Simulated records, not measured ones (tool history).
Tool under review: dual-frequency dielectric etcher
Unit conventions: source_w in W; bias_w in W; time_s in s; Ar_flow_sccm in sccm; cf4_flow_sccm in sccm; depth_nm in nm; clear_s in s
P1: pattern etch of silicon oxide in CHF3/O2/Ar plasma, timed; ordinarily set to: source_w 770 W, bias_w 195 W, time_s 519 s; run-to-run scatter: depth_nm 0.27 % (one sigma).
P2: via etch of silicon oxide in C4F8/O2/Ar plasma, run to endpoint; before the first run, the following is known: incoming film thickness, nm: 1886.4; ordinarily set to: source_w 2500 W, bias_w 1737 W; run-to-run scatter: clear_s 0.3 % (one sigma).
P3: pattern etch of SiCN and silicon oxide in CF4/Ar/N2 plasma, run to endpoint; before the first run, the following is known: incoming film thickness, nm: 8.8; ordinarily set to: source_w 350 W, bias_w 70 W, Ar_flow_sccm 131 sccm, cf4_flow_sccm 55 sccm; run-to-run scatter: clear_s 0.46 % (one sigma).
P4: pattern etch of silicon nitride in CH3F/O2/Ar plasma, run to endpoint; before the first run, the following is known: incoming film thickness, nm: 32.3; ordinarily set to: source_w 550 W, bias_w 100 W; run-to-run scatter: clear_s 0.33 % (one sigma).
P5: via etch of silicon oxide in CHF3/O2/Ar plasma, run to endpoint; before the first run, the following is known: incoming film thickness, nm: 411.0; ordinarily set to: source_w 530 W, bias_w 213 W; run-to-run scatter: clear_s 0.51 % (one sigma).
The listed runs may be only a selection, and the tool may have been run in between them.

run	hour	process	source_w	bias_w	time_s	Ar_flow_sccm	cf4_flow_sccm	hours since the last wet clean	hours since the last source power generator calibration	hours since the last bias power generator calibration	depth_nm	clear_s
1	6.7	P1	770	195	519			112.3	1776.6	2105.5	1183.5	
2	14.3	P1	550	195	519			119.9	1784.2	2113.1	1043.4	
3	20.5	P1	770	195	519			126.1	1790.4	2119.3	1180.7	
4	28.6	P3	350	70		94	55	134.2	1798.5	2127.4		13.373
5	38.2	P4	550	100				143.8	1808.1	2137		37.198
6	45.8	P4	550	119				151.4	1815.7	2144.6		34.834
7	53	P3	350	45		131	55	158.6	1822.9	2151.8		16.486
8	58.4	P2	1690	1737				164	1828.3	2157.2		411.68
9	64.8	P2	2500	1401				170.4	1834.7	2163.6		372.96
10	72.6	P1	770	195	519			178.2	1842.5	2171.4	1181.6	
11	77.3	P3	350	70		131	75	182.9	1847.2	2176.1		13.398
12	82.5	P1	770	145	519			188.1	1852.4	2181.3	1075.5	
13	90.1	P5	530	213				195.7	1860	2188.9		202.61
14	97.1	P3	350	70		131	55	202.7	1867	2195.9		14.114
15	101.8	P1	770	195	301			207.4	1871.7	2200.6	684.29	
16	111.1	P5	530	295				216.7	1881	2209.9		180.15
17	120.9	P1	770	195	519			226.5	1890.8	2219.7	1183.1	
18	127.5	P5	530	213				233.1	1897.4	2226.3		203.38
19	132.5	P1	770	195	519			238.1	1902.4	2231.3	1174	
20	136.7	P1	1060	122	519			242.3	1906.6	2235.5	1157.6	
21	143.1	P2	2500	1737				248.7	1913	2241.9		349.28
22	152.4	P1	770	232	519			258	1922.3	2251.2	1253.5	
23	158.1	P3	220	70		131	55	263.7	1928	2256.9		20.83
24	163.3	P5	740	213				268.9	1933.2	2262.1		178.22
25	171.3	P4	730	100				276.9	1941.2	2270.1		33.096
26	176.8	P1	770	123	396.5			282.4	1946.7	2275.6	777.6	
27	183	P2	2500	1737				288.6	1952.9	2281.8		350.81
28	191.8	P1	770	195	632			297.4	1961.7	2290.6	1440.8	
29	198.2	P1	990	195	519			303.8	1968.1	2297	1307.9	
30	206.8	P1	770	195	519			312.4	1976.7	2305.6	1186	
31	211.4	P1	770	195	519			317	1981.3	2310.2	1187	
32	218.9	P1	770	195	519			324.5	1988.8	2317.7	1194.2	

Run 33 is up next; what results do you expect?
33	223.5	P1	770	195	519			329.1	1993.4	2322.3	?	

{"run 33": {"depth_nm": 1204.8}}

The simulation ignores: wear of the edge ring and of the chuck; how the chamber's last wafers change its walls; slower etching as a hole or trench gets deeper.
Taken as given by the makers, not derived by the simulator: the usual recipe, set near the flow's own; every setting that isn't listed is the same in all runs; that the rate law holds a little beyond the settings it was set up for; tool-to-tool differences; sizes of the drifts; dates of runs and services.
